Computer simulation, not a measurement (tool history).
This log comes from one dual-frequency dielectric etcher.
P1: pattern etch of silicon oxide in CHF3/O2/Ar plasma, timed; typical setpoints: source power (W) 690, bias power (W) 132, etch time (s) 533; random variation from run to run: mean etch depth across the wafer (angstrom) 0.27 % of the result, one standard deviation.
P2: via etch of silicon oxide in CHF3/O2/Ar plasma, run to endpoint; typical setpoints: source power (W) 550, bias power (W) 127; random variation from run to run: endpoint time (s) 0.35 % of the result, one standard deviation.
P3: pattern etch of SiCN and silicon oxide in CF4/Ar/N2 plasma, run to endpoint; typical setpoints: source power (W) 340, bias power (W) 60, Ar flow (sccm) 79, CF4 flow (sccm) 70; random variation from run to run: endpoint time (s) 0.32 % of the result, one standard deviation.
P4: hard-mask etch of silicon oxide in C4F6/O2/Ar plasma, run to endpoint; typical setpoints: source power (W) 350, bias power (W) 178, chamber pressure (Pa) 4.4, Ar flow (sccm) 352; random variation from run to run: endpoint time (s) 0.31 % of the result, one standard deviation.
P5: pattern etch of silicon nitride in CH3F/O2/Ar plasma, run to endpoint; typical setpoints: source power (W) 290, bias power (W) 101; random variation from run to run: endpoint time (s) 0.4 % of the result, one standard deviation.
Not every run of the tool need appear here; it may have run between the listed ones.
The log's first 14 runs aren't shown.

run   hour  process that ran  source power (W)  bias power (W)  etch time (s)  chamber pressure (Pa)  Ar flow (sccm)  CF4 flow (sccm)  hours since the last wet clean  hours since the last source power generator calibration  hours since the last bias power generator calibration  mean etch depth across the wafer (angstrom)  endpoint time (s)
 15  148.3                P4               350             226                                   4.4             352                                            413.6                                                   1243.1                                                   1414                                                          69.182
 16  161.1                P1               890             132            533                                                                                   426.4                                                   1255.9                                                 1426.8                                        11286
 17  173.8                P3               340              60                                                    79               70                           439.1                                                   1268.6                                                 1439.5                                                          24.687
 18  181.2                P1               460             132            533                                                                                   446.5                                                     1276                                                 1446.9                                       8712.3
 19  192.9                P5               290             101                                                                                                  458.2                                                   1287.7                                                 1458.6                                                          51.462
     206.4  -- bias power generator calibrated
 20  206.6                P1               690              86            533                                                                                   471.9                                                   1301.4                                                    0.2                                       9013.2
 21  220.4                P1               690             132            533                                                                                   485.7                                                   1315.2                                                     14                                        10214
 22  231.2                P1               690             132            533                                                                                   496.5                                                     1326                                                   24.8                                        10236
 23  237.5                P1               690             132            673                                                                                   502.8                                                   1332.3                                                   31.1                                        12916
 24  251.1                P1               690             132            293                                                                                   516.4                                                   1345.9                                                   44.7                                       5603.3
 25  258.7                P2               550             127                                                                                                    524                                                   1353.5                                                   52.3                                                          409.99
     259.1  -- wet clean of the chamber
 26  265.1                P3               340              60                                                    79               86                             6.1                                                   1359.9                                                   58.7                                                          23.995
 27  273.6                P1               690             166            533                                                                                    14.6                                                   1368.4                                                   67.2                                        11019
 28  281.6                P5               290              62                                                                                                   22.6                                                   1376.4                                                   75.2                                                          61.104
 29  295.2                P1               690             132            533                                                                                    36.2                                                     1390                                                   88.8                                        10205
 30  302.8                P4               240             178                                   4.4             352                                             43.8                                                   1397.6                                                   96.4                                                          86.348
 31  310.5                P4               350             178                                   4.4             352                                             51.5                                                   1405.3                                                  104.1                                                          74.943
 32  320.6                P1               690             132            533                                                                                    61.6                                                   1415.4                                                  114.2                                        10217
 33  329.9                P1               690             132            533                                                                                    70.9                                                   1424.7                                                  123.5                                        10207
 34    341                P1               690             132            533                                                                                      82                                                   1435.8                                                  134.6                                        10111
 35  352.6                P1               690             132            533                                                                                    93.6                                                   1447.4                                                  146.2                                        10070
 36  366.9                P1               690             132            533                                                                                   107.9                                                   1461.7                                                  160.5                                        10070

Expected results for the next run?
     374.1  -- wet clean of the chamber
 37  380.5                P1               690             132            533                                                                                     6.5                                                   1475.3                                                  174.1                                            ?

{"run 37": {"mean etch depth across the wafer (angstrom)": 10050}}

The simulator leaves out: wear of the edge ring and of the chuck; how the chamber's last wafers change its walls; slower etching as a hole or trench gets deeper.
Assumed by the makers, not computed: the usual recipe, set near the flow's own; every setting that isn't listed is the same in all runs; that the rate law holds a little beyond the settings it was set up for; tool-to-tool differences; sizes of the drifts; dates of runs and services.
